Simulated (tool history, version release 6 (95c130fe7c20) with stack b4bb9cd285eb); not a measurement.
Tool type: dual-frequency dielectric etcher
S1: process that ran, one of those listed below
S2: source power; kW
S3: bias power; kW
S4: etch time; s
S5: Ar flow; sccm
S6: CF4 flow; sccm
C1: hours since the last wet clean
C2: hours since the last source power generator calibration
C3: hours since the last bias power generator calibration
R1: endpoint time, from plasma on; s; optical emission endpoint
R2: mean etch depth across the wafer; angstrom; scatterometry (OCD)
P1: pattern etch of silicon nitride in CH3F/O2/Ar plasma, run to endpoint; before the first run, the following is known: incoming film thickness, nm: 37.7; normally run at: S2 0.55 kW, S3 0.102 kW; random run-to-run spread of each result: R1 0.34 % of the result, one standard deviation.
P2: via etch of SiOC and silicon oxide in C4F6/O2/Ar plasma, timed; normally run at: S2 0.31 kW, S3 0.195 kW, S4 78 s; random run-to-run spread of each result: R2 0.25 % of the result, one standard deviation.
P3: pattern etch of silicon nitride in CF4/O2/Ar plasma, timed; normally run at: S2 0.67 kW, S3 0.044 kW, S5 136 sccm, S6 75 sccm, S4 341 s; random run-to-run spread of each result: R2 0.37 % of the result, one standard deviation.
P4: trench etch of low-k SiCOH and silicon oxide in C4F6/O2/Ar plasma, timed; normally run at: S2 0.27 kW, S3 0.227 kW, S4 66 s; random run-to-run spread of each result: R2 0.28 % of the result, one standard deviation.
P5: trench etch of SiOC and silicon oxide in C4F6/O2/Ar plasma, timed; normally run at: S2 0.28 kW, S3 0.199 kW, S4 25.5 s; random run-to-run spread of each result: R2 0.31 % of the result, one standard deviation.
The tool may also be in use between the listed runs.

{"run": 1, "hour": 9.8, "S1": "P1", "S2": 0.55, "S3": 0.102, "C1": 68, "C2": 920.1, "C3": 1906.4, "R1": 42.54}
{"run": 2, "hour": 26.0, "S1": "P1", "S2": 0.55, "S3": 0.069, "C1": 84.2, "C2": 936.3, "C3": 1922.6, "R1": 48.814}
{"run": 3, "hour": 35.2, "S1": "P5", "S2": 0.28, "S3": 0.199, "S4": 25.5, "C1": 93.4, "C2": 945.5, "C3": 1931.8, "R2": 450.88}
{"run": 4, "hour": 44.2, "S1": "P3", "S2": 0.67, "S3": 0.044, "S4": 503.5, "S5": 136, "S6": 75, "C1": 102.4, "C2": 954.5, "C3": 1940.8, "R2": 10462}
{"run": 5, "hour": 58.3, "S1": "P1", "S2": 0.35, "S3": 0.102, "C1": 116.5, "C2": 968.6, "C3": 1954.9, "R1": 50.282}
{"run": 6, "hour": 69.6, "S1": "P2", "S2": 0.31, "S3": 0.148, "S4": 78, "C1": 127.8, "C2": 979.9, "C3": 1966.2, "R2": 758.3}
{"run": 7, "hour": 85.0, "S1": "P1", "S2": 0.55, "S3": 0.102, "C1": 143.2, "C2": 995.3, "C3": 1981.6, "R1": 42.576}
{"run": 8, "hour": 100.4, "S1": "P1", "S2": 0.77, "S3": 0.102, "C1": 158.6, "C2": 1010.7, "C3": 1997, "R1": 37.722}
{"run": 9, "hour": 115.0, "S1": "P5", "S2": 0.28, "S3": 0.199, "S4": 25.5, "C1": 173.2, "C2": 1025.3, "C3": 2011.6, "R2": 451.44}
{"hour": 115.6, "done": "wet clean of the chamber"}
{"run": 10, "hour": 126.8, "S1": "P1", "S2": 0.55, "S3": 0.122, "C1": 11.2, "C2": 1037.1, "C3": 2023.4, "R1": 39.538}
{"run": 11, "hour": 136.5, "S1": "P4", "S2": 0.27, "S3": 0.227, "S4": 98.5, "C1": 20.9, "C2": 1046.8, "C3": 2033.1, "R2": 3031.3}
{"run": 12, "hour": 152.1, "S1": "P1", "S2": 0.64, "S3": 0.134, "C1": 36.5, "C2": 1062.4, "C3": 2048.7, "R1": 36.381}
{"run": 13, "hour": 164.2, "S1": "P5", "S2": 0.28, "S3": 0.261, "S4": 25.5, "C1": 48.6, "C2": 1074.5, "C3": 2060.8, "R2": 495.49}
{"run": 14, "hour": 175.4, "S1": "P3", "S2": 0.67, "S3": 0.044, "S4": 341, "S5": 79, "S6": 75, "C1": 59.8, "C2": 1085.7, "C3": 2072, "R2": 7696.3}
{"run": 15, "hour": 190.5, "S1": "P4", "S2": 0.27, "S3": 0.317, "S4": 66, "C1": 74.9, "C2": 1100.8, "C3": 2087.1, "R2": 2288.5}
{"run": 16, "hour": 206.4, "S1": "P4", "S2": 0.2, "S3": 0.227, "S4": 66, "C1": 90.8, "C2": 1116.7, "C3": 2103, "R2": 1805.4}
{"run": 17, "hour": 215.3, "S1": "P5", "S2": 0.28, "S3": 0.199, "S4": 16, "C1": 99.7, "C2": 1125.6, "C3": 2111.9, "R2": 282.28}
{"run": 18, "hour": 223.0, "S1": "P3", "S2": 0.67, "S3": 0.044, "S4": 341, "S5": 136, "S6": 75, "C1": 107.4, "C2": 1133.3, "C3": 2119.6, "R2": 7116.8}
{"run": 19, "hour": 238.9, "S1": "P3", "S2": 0.67, "S3": 0.044, "S4": 341, "S5": 136, "S6": 54, "C1": 123.3, "C2": 1149.2, "C3": 2135.5, "R2": 6763.9}
{"run": 20, "hour": 252.9, "S1": "P4", "S2": 0.27, "S3": 0.227, "S4": 66, "C1": 137.3, "C2": 1163.2, "C3": 2149.5, "R2": 2036.1}
{"run": 21, "hour": 268.1, "S1": "P1", "S2": 0.55, "S3": 0.102, "C1": 152.5, "C2": 1178.4, "C3": 2164.7, "R1": 42.375}
{"run": 22, "hour": 275.6, "S1": "P3", "S2": 0.93, "S3": 0.044, "S4": 341, "S5": 136, "S6": 75, "C1": 160, "C2": 1185.9, "C3": 2172.2, "R2": 9416.2}
{"run": 23, "hour": 290.1, "S1": "P2", "S2": 0.2, "S3": 0.195, "S4": 78, "C1": 174.5, "C2": 1200.4, "C3": 2186.7, "R2": 702.86}
{"run": 24, "hour": 298.4, "S1": "P1", "S2": 0.55, "S3": 0.102, "C1": 182.8, "C2": 1208.7, "C3": 2195, "R1": 42.39}
{"run": 25, "hour": 314.3, "S1": "P3", "S2": 0.67, "S3": 0.053, "S4": 341, "S5": 136, "S6": 75, "C1": 198.7, "C2": 1224.6, "C3": 2210.9, "R2": 7652}
{"run": 26, "hour": 325.3, "S1": "P2", "S2": 0.31, "S3": 0.195, "S4": 78, "C1": 209.7, "C2": 1235.6, "C3": 2221.9, "R2": 829.25}
{"run": 27, "hour": 336.1, "S1": "P2", "S2": 0.31, "S3": 0.195, "S4": 43, "C1": 220.5, "C2": 1246.4, "C3": 2232.7, "R2": 458.55}
{"run": 28, "hour": 350.7, "S1": "P2", "S2": 0.31, "S3": 0.195, "S4": 78, "C1": 235.1, "C2": 1261, "C3": 2247.3, "R2": 830.77}
{"run": 29, "hour": 365.4, "S1": "P5", "S2": 0.2, "S3": 0.199, "S4": 25.5, "C1": 249.8, "C2": 1275.7, "C3": 2262, "R2": 394.57}
{"run": 30, "hour": 375.4, "S1": "P3", "S2": 0.67, "S3": 0.044, "S4": 341, "S5": 136, "S6": 75, "C1": 259.8, "C2": 1285.7, "C3": 2272, "R2": 7078.1}
{"run": 31, "hour": 383.0, "S1": "P1", "S2": 0.55, "S3": 0.102, "C1": 267.4, "C2": 1293.3, "C3": 2279.6, "R1": 42.211}
{"run": 32, "hour": 396.1, "S1": "P1", "S2": 0.55, "S3": 0.102, "C1": 280.5, "C2": 1306.4, "C3": 2292.7, "R1": 42.201}
{"run": 33, "hour": 411.2, "S1": "P1", "S2": 0.55, "S3": 0.102, "C1": 295.6, "C2": 1321.5, "C3": 2307.8, "R1": 41.999}
{"run": 34, "hour": 423.5, "S1": "P1", "S2": 0.55, "S3": 0.102, "C1": 307.9, "C2": 1333.8, "C3": 2320.1, "R1": 41.821}
{"hour": 424.4, "done": "wet clean of the chamber"}
{"run": 35, "hour": 437.7, "S1": "P1", "S2": 0.55, "S3": 0.102, "C1": 13.3, "C2": 1348, "C3": 2334.3, "R1": 41.991}
{"run": 36, "hour": 451.0, "S1": "P1", "S2": 0.55, "S3": 0.102, "C1": 26.6, "C2": 1361.3, "C3": 2347.6, "R1": 41.763}
{"run": 37, "hour": 460.3, "S1": "P1", "S2": 0.55, "S3": 0.102, "C1": 35.9, "C2": 1370.6, "C3": 2356.9, "R1": 41.894}
{"run": 38, "hour": 471.2, "S1": "P1", "S2": 0.55, "S3": 0.102, "C1": 46.8, "C2": 1381.5, "C3": 2367.8, "R1": 41.781}

The log shows P1 creeping away from where it was. Any of the 2 causes listed here, at the size stated for it, fits the log just as well as the others:
A: source power that arrives over what is set, % = 4.62
B: bias power that arrives over what is set, % = 4.78
The process output started creeping at around hour 383.
What rules out each remaining cause:
chamber walls in a state that raises the etch rate, %: work on it at hour 424.4, done after the drift set in, did not restore what the process gave before

You are offered 4 check runs, listed below with question marks in place of their results; each one averages 2 wafers. Which run separates the listed causes by giving clearly different results for each?
{"run": "check 1", "hour": 482.1, "S1": "P3", "S2": 0.67, "S3": 0.044, "S4": 341, "S5": 104, "S6": 75, "R2": "?"}
{"run": "check 2", "hour": 482.1, "S1": "P4", "S2": 0.27, "S3": 0.317, "S4": 66, "R2": "?"}
{"run": "check 3", "hour": 482.1, "S1": "P5", "S2": 0.22, "S3": 0.253, "S4": 25.5, "R2": "?"}
{"run": "check 4", "hour": 482.1, "S1": "P2", "S2": 0.25, "S3": 0.195, "S4": 78, "R2": "?"}

Expected result of each check under each candidate cause:
check=check_1 result=R2 if_A=7696.7 if_B=7530
check=check_2 result=R2 if_A=2321.2 if_B=2321.1
check=check_3 result=R2 if_A=454.34 if_B=454.09
check=check_4 result=R2 if_A=777.79 if_B=776.69
Per-check spread between the two closest causes, in the result where they differ most: check 1 2.19 %; check 2 0 %; check 3 0.06 %; check 4 0.14 %
Only check 1 tells the causes apart: in the others they would give nearly the same result.

With check 1 done, the readings were: R2 7525.8 angstrom. Identify which of the listed causes applies.

It was cause B: bias power that arrives over what is set, %.
